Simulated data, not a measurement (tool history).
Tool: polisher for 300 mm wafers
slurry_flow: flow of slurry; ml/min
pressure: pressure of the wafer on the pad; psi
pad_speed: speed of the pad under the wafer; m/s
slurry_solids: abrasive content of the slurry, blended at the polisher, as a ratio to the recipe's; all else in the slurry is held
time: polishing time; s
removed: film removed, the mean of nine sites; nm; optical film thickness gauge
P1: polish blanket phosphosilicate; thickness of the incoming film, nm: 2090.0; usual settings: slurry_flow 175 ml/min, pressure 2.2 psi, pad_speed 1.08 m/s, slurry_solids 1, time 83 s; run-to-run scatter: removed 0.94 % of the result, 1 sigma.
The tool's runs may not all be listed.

run   hour  slurry_flow  pressure  pad_speed  slurry_solids  time  wafers polished on this pad  hours since the slurry nozzle was cleaned  hours since the head pressure was calibrated  hours since the slurry blender was calibrated  hours since the conditioning disc was replaced  removed
  1    7.8          175       2.2       1.08              1    83                          624                                      134.5                                         111.3                                           71.2                                             236   512.76
  2   14.4          105       2.2       1.08              1    83                          695                                      141.1                                         117.9                                           77.8                                           242.6   467.64
  3   19.6          175       2.2       1.46              1    83                          750                                      146.3                                         123.1                                             83                                           247.8    649.9
  4   26.6          175       3.5       1.08              1    83                          824                                      153.3                                         130.1                                             90                                           254.8   815.53
  5   34.4          175       2.2       1.08              1    83                          907                                      161.1                                         137.9                                           97.8                                           262.6   508.84
  6   38.5          175       2.2       1.08              1    83                          951                                      165.2                                           142                                          101.9                                           266.7   513.99
  7   44.9          175       2.2       1.08              1    83                         1019                                      171.6                                         148.4                                          108.3                                           273.1   503.91
  8   52.2          175       2.2       1.08           1.35    83                         1097                                      178.9                                         155.7                                          115.6                                           280.4   573.02
  9   61.2          175       2.2       1.08              1    43                         1192                                      187.9                                         164.7                                          124.6                                           289.4   264.81
 10     67          175       2.2       1.08           0.55    83                         1254                                      193.7                                         170.5                                          130.4                                           295.2   372.59
      71.2  -- head pressure recalibrated
 11   75.2          255       2.2       1.08              1    83                         1341                                      201.9                                           4.1                                          138.6                                           303.4   538.94
 12     83          175       2.2       1.08              1    83                         1424                                      209.7                                          11.9                                          146.4                                           311.2   512.23
 13     88          175         1       1.08              1    83                         1478                                      214.7                                          16.9                                          151.4                                           316.2   236.07
 14   93.3          120       2.2       1.08              1    61                         1534                                        220                                          22.2                                          156.7                                           321.5   350.67
 15  101.1          175       2.2       1.08              1   128                         1617                                      227.8                                            30                                          164.5                                           329.3    784.5
 16  105.6          175       2.2       1.08              1    83                         1665                                      232.3                                          34.5                                            169                                           333.8   507.93
 17  114.6          175       2.2       1.08              1    83                         1760                                      241.3                                          43.5                                            178                                           342.8   516.14
 18  121.3          175       2.2       0.48              1    83                         1832                                        248                                          50.2                                          184.7                                           349.5   272.17
 19    127          175       2.2       1.08              1    83                         1892                                      253.7                                          55.9                                          190.4                                           355.2   514.28
 20  133.9          175       2.2       1.08              1    83                         1966                                      260.6                                          62.8                                          197.3                                           362.1   484.04
 21  143.3          175       2.2       1.08              1    83                         2066                                        270                                          72.2                                          206.7                                           371.5   463.08
 22  147.8          175       2.2       1.08              1    83                         2114                                      274.5                                          76.7                                          211.2                                             376   458.71
     149.5  -- slurry nozzle cleaned
 23  156.3          175       2.2       1.08              1    83                         2204                                        6.9                                          85.2                                          219.7                                           384.5   455.43
     159.4  -- head pressure recalibrated
     161.9  -- conditioning disc replaced and pad reconditioned
 24  165.2          175       2.2       1.08              1    83                         2299                                       15.8                                           5.8                                          228.6                                             3.4   446.04
 25  173.9          175       2.2       1.08              1    83                         2391                                       24.5                                          14.5                                          237.3                                            12.1   443.74

Forecast run 26:
 26  179.1          175       2.2       1.08              1    83                         2447                                       29.7                                          19.7                                          242.5                                            17.3        ?

{"run 26": {"removed": 447.61}}

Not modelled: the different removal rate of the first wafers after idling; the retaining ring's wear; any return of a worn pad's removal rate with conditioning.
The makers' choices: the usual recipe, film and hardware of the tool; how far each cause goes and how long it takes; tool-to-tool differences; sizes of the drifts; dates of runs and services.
